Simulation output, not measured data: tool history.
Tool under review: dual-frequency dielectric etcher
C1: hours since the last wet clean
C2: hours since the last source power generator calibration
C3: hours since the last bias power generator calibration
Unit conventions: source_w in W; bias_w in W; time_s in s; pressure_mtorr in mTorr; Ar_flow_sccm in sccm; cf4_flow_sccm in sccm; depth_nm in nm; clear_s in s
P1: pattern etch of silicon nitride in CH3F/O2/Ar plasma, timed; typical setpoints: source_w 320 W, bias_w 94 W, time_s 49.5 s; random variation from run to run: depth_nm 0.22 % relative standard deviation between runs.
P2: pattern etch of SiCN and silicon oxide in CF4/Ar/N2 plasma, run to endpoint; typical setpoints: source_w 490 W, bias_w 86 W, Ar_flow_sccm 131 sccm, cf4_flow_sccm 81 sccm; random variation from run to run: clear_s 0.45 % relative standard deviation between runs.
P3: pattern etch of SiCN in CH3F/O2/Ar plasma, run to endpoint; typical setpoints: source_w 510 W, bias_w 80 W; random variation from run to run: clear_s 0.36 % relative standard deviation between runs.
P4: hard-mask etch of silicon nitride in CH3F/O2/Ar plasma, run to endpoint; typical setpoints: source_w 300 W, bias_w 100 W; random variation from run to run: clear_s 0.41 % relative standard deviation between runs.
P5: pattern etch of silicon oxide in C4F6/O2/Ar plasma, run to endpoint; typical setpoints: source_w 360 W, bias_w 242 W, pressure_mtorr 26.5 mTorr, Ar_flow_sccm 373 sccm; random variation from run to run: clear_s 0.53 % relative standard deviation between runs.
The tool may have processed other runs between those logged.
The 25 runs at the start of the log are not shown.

{"run": 26, "hour": 82.6, "process": "P1", "source_w": 320, "bias_w": 70, "time_s": 49.5, "C1": 400.6, "C2": 2072.7, "C3": 616, "depth_nm": 31.162}
{"run": 27, "hour": 84.8, "process": "P3", "source_w": 510, "bias_w": 56, "C1": 402.8, "C2": 2074.9, "C3": 618.2, "clear_s": 33.938}
{"run": 28, "hour": 87.2, "process": "P2", "source_w": 490, "bias_w": 86, "Ar_flow_sccm": 83, "cf4_flow_sccm": 81, "C1": 405.2, "C2": 2077.3, "C3": 620.6, "clear_s": 8.3557}
{"run": 29, "hour": 90.0, "process": "P5", "source_w": 360, "bias_w": 164, "pressure_mtorr": 26.5, "Ar_flow_sccm": 373, "C1": 408, "C2": 2080.1, "C3": 623.4, "clear_s": 15.949}
{"run": 30, "hour": 94.3, "process": "P1", "source_w": 390, "bias_w": 94, "time_s": 49.5, "C1": 412.3, "C2": 2084.4, "C3": 627.7, "depth_nm": 37.122}
{"run": 31, "hour": 96.3, "process": "P5", "source_w": 280, "bias_w": 242, "pressure_mtorr": 26.5, "Ar_flow_sccm": 373, "C1": 414.3, "C2": 2086.4, "C3": 629.7, "clear_s": 15.236}
{"run": 32, "hour": 99.3, "process": "P1", "source_w": 320, "bias_w": 94, "time_s": 49.5, "C1": 417.3, "C2": 2089.4, "C3": 632.7, "depth_nm": 34.562}
{"run": 33, "hour": 101.9, "process": "P1", "source_w": 320, "bias_w": 94, "time_s": 49.5, "C1": 419.9, "C2": 2092, "C3": 635.3, "depth_nm": 34.533}

What will run 34 give?
{"run": 34, "hour": 104.6, "process": "P1", "source_w": 320, "bias_w": 94, "time_s": 49.5, "C1": 422.6, "C2": 2094.7, "C3": 638, "depth_nm": "?"}

Run 34 measured depth_nm 34.709 nm.

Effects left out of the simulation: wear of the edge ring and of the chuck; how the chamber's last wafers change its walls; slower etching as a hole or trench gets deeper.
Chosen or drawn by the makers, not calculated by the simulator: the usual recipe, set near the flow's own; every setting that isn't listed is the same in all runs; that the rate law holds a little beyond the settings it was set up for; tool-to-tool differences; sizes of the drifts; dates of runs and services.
